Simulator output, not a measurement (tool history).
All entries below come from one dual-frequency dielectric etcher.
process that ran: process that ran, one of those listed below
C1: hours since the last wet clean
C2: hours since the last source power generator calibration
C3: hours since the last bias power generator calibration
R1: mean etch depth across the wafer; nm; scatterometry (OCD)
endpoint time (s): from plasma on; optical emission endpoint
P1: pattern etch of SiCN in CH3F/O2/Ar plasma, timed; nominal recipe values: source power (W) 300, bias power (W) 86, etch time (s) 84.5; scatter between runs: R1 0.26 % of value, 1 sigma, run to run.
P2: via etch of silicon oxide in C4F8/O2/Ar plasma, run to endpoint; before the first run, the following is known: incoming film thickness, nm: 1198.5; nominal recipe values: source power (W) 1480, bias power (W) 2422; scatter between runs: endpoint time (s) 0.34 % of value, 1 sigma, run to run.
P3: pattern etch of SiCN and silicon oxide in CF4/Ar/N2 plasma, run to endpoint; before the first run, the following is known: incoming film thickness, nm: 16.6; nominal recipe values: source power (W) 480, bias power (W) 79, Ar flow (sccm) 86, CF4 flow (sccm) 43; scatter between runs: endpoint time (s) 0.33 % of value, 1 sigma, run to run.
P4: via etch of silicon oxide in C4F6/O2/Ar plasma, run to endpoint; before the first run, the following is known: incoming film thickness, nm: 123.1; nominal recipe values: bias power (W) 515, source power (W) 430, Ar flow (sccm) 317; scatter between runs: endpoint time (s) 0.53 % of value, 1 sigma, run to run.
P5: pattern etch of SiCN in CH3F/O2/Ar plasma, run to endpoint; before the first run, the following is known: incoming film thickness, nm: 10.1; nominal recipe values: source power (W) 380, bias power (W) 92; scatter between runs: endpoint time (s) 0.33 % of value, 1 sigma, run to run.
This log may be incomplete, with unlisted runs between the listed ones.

run 1 hour=4.5 | process_that_ran=P1 source_power_(W)=300 bias_power_(W)=86 etch_time_(s)=84.5 | C1=262.9 C2=706.2 C3=510.2 | R1=30.128
run 2 hour=12.5 | process_that_ran=P1 source_power_(W)=390 bias_power_(W)=86 etch_time_(s)=84.5 | C1=270.9 C2=714.2 C3=518.2 | R1=33.062
run 3 hour=16.1 | process_that_ran=P1 source_power_(W)=300 bias_power_(W)=86 etch_time_(s)=84.5 | C1=274.5 C2=717.8 C3=521.8 | R1=30.231
run 4 hour=20.4 | process_that_ran=P3 source_power_(W)=480 bias_power_(W)=52 Ar_flow_(sccm)=86 CF4_flow_(sccm)=43 | C1=278.8 C2=722.1 C3=526.1 | endpoint_time_(s)=21.645
run 5 hour=25.6 | process_that_ran=P5 source_power_(W)=270 bias_power_(W)=92 | C1=284 C2=727.3 C3=531.3 | endpoint_time_(s)=29.128
run 6 hour=31.5 | process_that_ran=P4 source_power_(W)=430 bias_power_(W)=515 Ar_flow_(sccm)=225 | C1=289.9 C2=733.2 C3=537.2 | endpoint_time_(s)=24.271
run 7 hour=36.5 | process_that_ran=P1 source_power_(W)=300 bias_power_(W)=86 etch_time_(s)=54.5 | C1=294.9 C2=738.2 C3=542.2 | R1=19.399
run 8 hour=43 | process_that_ran=P1 source_power_(W)=300 bias_power_(W)=66 etch_time_(s)=84.5 | C1=301.4 C2=744.7 C3=548.7 | R1=27.31
run 9 hour=48.1 | process_that_ran=P1 source_power_(W)=300 bias_power_(W)=86 etch_time_(s)=126 | C1=306.5 C2=749.8 C3=553.8 | R1=44.712
run 10 hour=52.1 | process_that_ran=P3 source_power_(W)=480 bias_power_(W)=79 Ar_flow_(sccm)=60 CF4_flow_(sccm)=43 | C1=310.5 C2=753.8 C3=557.8 | endpoint_time_(s)=17.77
run 11 hour=55.6 | process_that_ran=P2 source_power_(W)=1480 bias_power_(W)=2422 | C1=314 C2=757.3 C3=561.3 | endpoint_time_(s)=260.97
run 12 hour=61.9 | process_that_ran=P1 source_power_(W)=300 bias_power_(W)=86 etch_time_(s)=84.5 | C1=320.3 C2=763.6 C3=567.6 | R1=30.153
run 13 hour=68.5 | process_that_ran=P2 source_power_(W)=1890 bias_power_(W)=2422 | C1=326.9 C2=770.2 C3=574.2 | endpoint_time_(s)=236.38
run 14 hour=72.4 | process_that_ran=P5 source_power_(W)=380 bias_power_(W)=92 | C1=330.8 C2=774.1 C3=578.1 | endpoint_time_(s)=25.704
run 15 hour=79.1 | process_that_ran=P1 source_power_(W)=300 bias_power_(W)=86 etch_time_(s)=84.5 | C1=337.5 C2=780.8 C3=584.8 | R1=30.153
run 16 hour=82.7 | process_that_ran=P3 source_power_(W)=480 bias_power_(W)=79 Ar_flow_(sccm)=86 CF4_flow_(sccm)=43 | C1=341.1 C2=784.4 C3=588.4 | endpoint_time_(s)=18.784
run 17 hour=87.6 | process_that_ran=P5 source_power_(W)=380 bias_power_(W)=92 | C1=346 C2=789.3 C3=593.3 | endpoint_time_(s)=25.716
run 18 hour=92.2 | process_that_ran=P5 source_power_(W)=380 bias_power_(W)=57 | C1=350.6 C2=793.9 C3=597.9 | endpoint_time_(s)=30.585
run 19 hour=98.9 | process_that_ran=P3 source_power_(W)=480 bias_power_(W)=79 Ar_flow_(sccm)=86 CF4_flow_(sccm)=29 | C1=357.3 C2=800.6 C3=604.6 | endpoint_time_(s)=19.898
run 20 hour=105.3 | process_that_ran=P3 source_power_(W)=480 bias_power_(W)=79 Ar_flow_(sccm)=86 CF4_flow_(sccm)=43 | C1=363.7 C2=807 C3=611 | endpoint_time_(s)=18.723
run 21 hour=109.1 | process_that_ran=P3 source_power_(W)=390 bias_power_(W)=79 Ar_flow_(sccm)=86 CF4_flow_(sccm)=43 | C1=367.5 C2=810.8 C3=614.8 | endpoint_time_(s)=22.339
run 22 hour=116.2 | process_that_ran=P4 source_power_(W)=550 bias_power_(W)=515 Ar_flow_(sccm)=317 | C1=374.6 C2=817.9 C3=621.9 | endpoint_time_(s)=23.118
run 23 hour=120.5 | process_that_ran=P1 source_power_(W)=220 bias_power_(W)=71 etch_time_(s)=84.5 | C1=378.9 C2=822.2 C3=626.2 | R1=24.976
run 24 hour=126.7 | process_that_ran=P4 source_power_(W)=430 bias_power_(W)=515 Ar_flow_(sccm)=317 | C1=385.1 C2=828.4 C3=632.4 | endpoint_time_(s)=25.131
run 25 hour=130.6 | process_that_ran=P1 source_power_(W)=300 bias_power_(W)=116 etch_time_(s)=84.5 | C1=389 C2=832.3 C3=636.3 | R1=33.795
run 26 hour=135.9 | process_that_ran=P1 source_power_(W)=200 bias_power_(W)=86 etch_time_(s)=84.5 | C1=394.3 C2=837.6 C3=641.6 | R1=25.999
run 27 hour=144 | process_that_ran=P1 source_power_(W)=300 bias_power_(W)=86 etch_time_(s)=84.5 | C1=402.4 C2=845.7 C3=649.7 | R1=30.081
run 28 hour=150.5 | process_that_ran=P4 source_power_(W)=430 bias_power_(W)=372 Ar_flow_(sccm)=317 | C1=408.9 C2=852.2 C3=656.2 | endpoint_time_(s)=28.735
run 29 hour=156.4 | process_that_ran=P2 source_power_(W)=1480 bias_power_(W)=1527 | C1=414.8 C2=858.1 C3=662.1 | endpoint_time_(s)=298.4
run 30 hour=160.6 | process_that_ran=P1 source_power_(W)=300 bias_power_(W)=86 etch_time_(s)=84.5 | C1=419 C2=862.3 C3=666.3 | R1=30.147
run 31 hour=167.1 | process_that_ran=P1 source_power_(W)=300 bias_power_(W)=86 etch_time_(s)=84.5 | C1=425.5 C2=868.8 C3=672.8 | R1=29.875
run 32 hour=171.6 | process_that_ran=P1 source_power_(W)=300 bias_power_(W)=86 etch_time_(s)=84.5 | C1=430 C2=873.3 C3=677.3 | R1=29.832
-- hour=174.6 wet clean of the chamber
run 33 hour=179 | process_that_ran=P1 source_power_(W)=300 bias_power_(W)=86 etch_time_(s)=84.5 | C1=4.4 C2=880.7 C3=684.7 | R1=29.849
run 34 hour=185.1 | process_that_ran=P1 source_power_(W)=300 bias_power_(W)=86 etch_time_(s)=84.5 | C1=10.5 C2=886.8 C3=690.8 | R1=29.702
run 35 hour=189.4 | process_that_ran=P1 source_power_(W)=300 bias_power_(W)=86 etch_time_(s)=84.5 | C1=14.8 C2=891.1 C3=695.1 | R1=29.72
run 36 hour=195.2 | process_that_ran=P1 source_power_(W)=300 bias_power_(W)=86 etch_time_(s)=84.5 | C1=20.6 C2=896.9 C3=700.9 | R1=29.653

What P1 gives has crept away from where it was. These 2 causes fit the log equally well, each at the size given:
A: source power that arrives under what is set, % = 4.02
B: bias power that arrives under what is set, % = 3.99
Onset of the creep was near hour 160.6.
All other causes, with the reason each is excluded:
chamber walls in a state that lowers the etch rate, %: its service at hour 174.6 followed the start of the drift and did not put the process back to its old value

Which of the 4 check runs listed below, each an average over 2 wafers with its results shown as question marks, gives clearly different results under the different listed causes?
run check 1 hour=201 | process_that_ran=P2 source_power_(W)=1480 bias_power_(W)=1751 | endpoint_time_(s)=?
run check 2 hour=201 | process_that_ran=P4 source_power_(W)=430 bias_power_(W)=381 Ar_flow_(sccm)=317 | endpoint_time_(s)=?
run check 3 hour=201 | process_that_ran=P5 source_power_(W)=380 bias_power_(W)=70 | endpoint_time_(s)=?
run check 4 hour=201 | process_that_ran=P3 source_power_(W)=480 bias_power_(W)=79 Ar_flow_(sccm)=86 CF4_flow_(sccm)=32 | endpoint_time_(s)=?

Check results expected under each cause:
check=check_1 result=endpoint_time_(s) if_A=292.35 if_B=290.93
check=check_2 result=endpoint_time_(s) if_A=28.854 if_B=28.83
check=check_3 result=endpoint_time_(s) if_A=28.855 if_B=28.822
check=check_4 result=endpoint_time_(s) if_A=20.332 if_B=19.923
Smallest distance between any two causes, each pair judged by its most separating result, in per cent: check 1 0.49 %; check 2 0.08 %; check 3 0.11 %; check 4 2.03 %
Only in check 4 would the causes give clearly different results; in the remaining checks their results would be nearly the same.

Check 4 has now been run. It gave: endpoint time (s) 20.341. Which of the candidate causes is it?

It was cause A: source power that arrives under what is set, %.

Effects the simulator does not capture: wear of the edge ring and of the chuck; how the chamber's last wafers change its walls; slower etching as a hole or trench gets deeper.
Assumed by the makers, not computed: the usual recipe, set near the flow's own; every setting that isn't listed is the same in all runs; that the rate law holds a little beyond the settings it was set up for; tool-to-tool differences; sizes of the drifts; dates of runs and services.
